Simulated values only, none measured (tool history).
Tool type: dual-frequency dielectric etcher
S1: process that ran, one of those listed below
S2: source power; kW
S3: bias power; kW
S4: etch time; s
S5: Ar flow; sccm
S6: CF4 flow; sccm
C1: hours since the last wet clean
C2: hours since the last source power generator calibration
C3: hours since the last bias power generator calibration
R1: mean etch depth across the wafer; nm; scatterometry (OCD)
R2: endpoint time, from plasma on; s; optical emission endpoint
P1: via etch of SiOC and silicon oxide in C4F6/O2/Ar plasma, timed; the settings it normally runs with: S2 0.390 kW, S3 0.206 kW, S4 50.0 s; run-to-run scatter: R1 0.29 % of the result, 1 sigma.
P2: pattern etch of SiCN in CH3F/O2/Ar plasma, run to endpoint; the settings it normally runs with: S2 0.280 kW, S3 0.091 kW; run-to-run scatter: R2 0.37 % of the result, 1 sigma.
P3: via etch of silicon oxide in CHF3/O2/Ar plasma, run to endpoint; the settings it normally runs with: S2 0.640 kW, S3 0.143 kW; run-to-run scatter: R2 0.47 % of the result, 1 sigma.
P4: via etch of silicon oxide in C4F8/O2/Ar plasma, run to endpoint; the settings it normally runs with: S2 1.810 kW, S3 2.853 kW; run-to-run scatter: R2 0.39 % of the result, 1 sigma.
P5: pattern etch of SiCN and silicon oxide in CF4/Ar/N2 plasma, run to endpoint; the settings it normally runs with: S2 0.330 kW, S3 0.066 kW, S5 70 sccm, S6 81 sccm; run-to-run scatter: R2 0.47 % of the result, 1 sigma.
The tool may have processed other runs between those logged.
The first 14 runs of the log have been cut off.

run 15 hour=156.9 | S1=P5 S2=0.330 S3=0.040 S5=70 S6=81 | C1=340.6 C2=1668.5 C3=587.6 | R2=19.572
run 16 hour=168.0 | S1=P1 S2=0.390 S3=0.206 S4=29.5 | C1=351.7 C2=1679.6 C3=598.7 | R1=32.852
run 17 hour=177.6 | S1=P1 S2=0.390 S3=0.206 S4=50.0 | C1=361.3 C2=1689.2 C3=608.3 | R1=55.847
run 18 hour=190.0 | S1=P3 S2=0.640 S3=0.143 | C1=373.7 C2=1701.6 C3=620.7 | R2=403.400
run 19 hour=199.9 | S1=P1 S2=0.550 S3=0.206 S4=50.0 | C1=383.6 C2=1711.5 C3=630.6 | R1=63.983
run 20 hour=213.2 | S1=P4 S2=1.250 S3=2.853 | C1=396.9 C2=1724.8 C3=643.9 | R2=343.730
run 21 hour=220.7 | S1=P2 S2=0.280 S3=0.091 | C1=404.4 C2=1732.3 C3=651.4 | R2=23.905
run 22 hour=231.6 | S1=P1 S2=0.390 S3=0.253 S4=38.5 | C1=415.3 C2=1743.2 C3=662.3 | R1=46.021
run 23 hour=241.1 | S1=P1 S2=0.390 S3=0.206 S4=50.0 | C1=424.8 C2=1752.7 C3=671.8 | R1=55.727
run 24 hour=252.9 | S1=P1 S2=0.390 S3=0.206 S4=50.0 | C1=436.6 C2=1764.5 C3=683.6 | R1=55.739
run 25 hour=267.6 | S1=P1 S2=0.390 S3=0.121 S4=50.0 | C1=451.3 C2=1779.2 C3=698.3 | R1=47.453
run 26 hour=279.6 | S1=P3 S2=0.640 S3=0.112 | C1=463.3 C2=1791.2 C3=710.3 | R2=432.250
run 27 hour=286.1 | S1=P1 S2=0.260 S3=0.206 S4=69.0 | C1=469.8 C2=1797.7 C3=716.8 | R1=66.174
run 28 hour=297.5 | S1=P2 S2=0.280 S3=0.127 | C1=481.2 C2=1809.1 C3=728.2 | R2=20.992
run 29 hour=306.1 | S1=P5 S2=0.330 S3=0.066 S5=98 S6=81 | C1=489.8 C2=1817.7 C3=736.8 | R2=17.798
run 30 hour=319.0 | S1=P1 S2=0.390 S3=0.206 S4=50.0 | C1=502.7 C2=1830.6 C3=749.7 | R1=55.726
run 31 hour=331.8 | S1=P1 S2=0.390 S3=0.206 S4=50.0 | C1=515.5 C2=1843.4 C3=762.5 | R1=55.878
run 32 hour=339.1 | S1=P1 S2=0.390 S3=0.206 S4=50.0 | C1=522.8 C2=1850.7 C3=769.8 | R1=55.733
run 33 hour=347.2 | S1=P1 S2=0.390 S3=0.206 S4=50.0 | C1=530.9 C2=1858.8 C3=777.9 | R1=55.600
run 34 hour=360.9 | S1=P1 S2=0.390 S3=0.206 S4=50.0 | C1=544.6 C2=1872.5 C3=791.6 | R1=55.188
run 35 hour=369.5 | S1=P1 S2=0.390 S3=0.206 S4=50.0 | C1=553.2 C2=1881.1 C3=800.2 | R1=55.459
run 36 hour=383.7 | S1=P1 S2=0.390 S3=0.206 S4=50.0 | C1=567.4 C2=1895.3 C3=814.4 | R1=55.549

Run 37, settings as shown, results not yet in. Your forecast:
-- hour=394.1 wet clean of the chamber
run 37 hour=397.1 | S1=P1 S2=0.390 S3=0.206 S4=50.0 | C1=3.0 C2=1908.7 C3=827.8 | R1=?

{"run 37": {"R1": 55.113}}
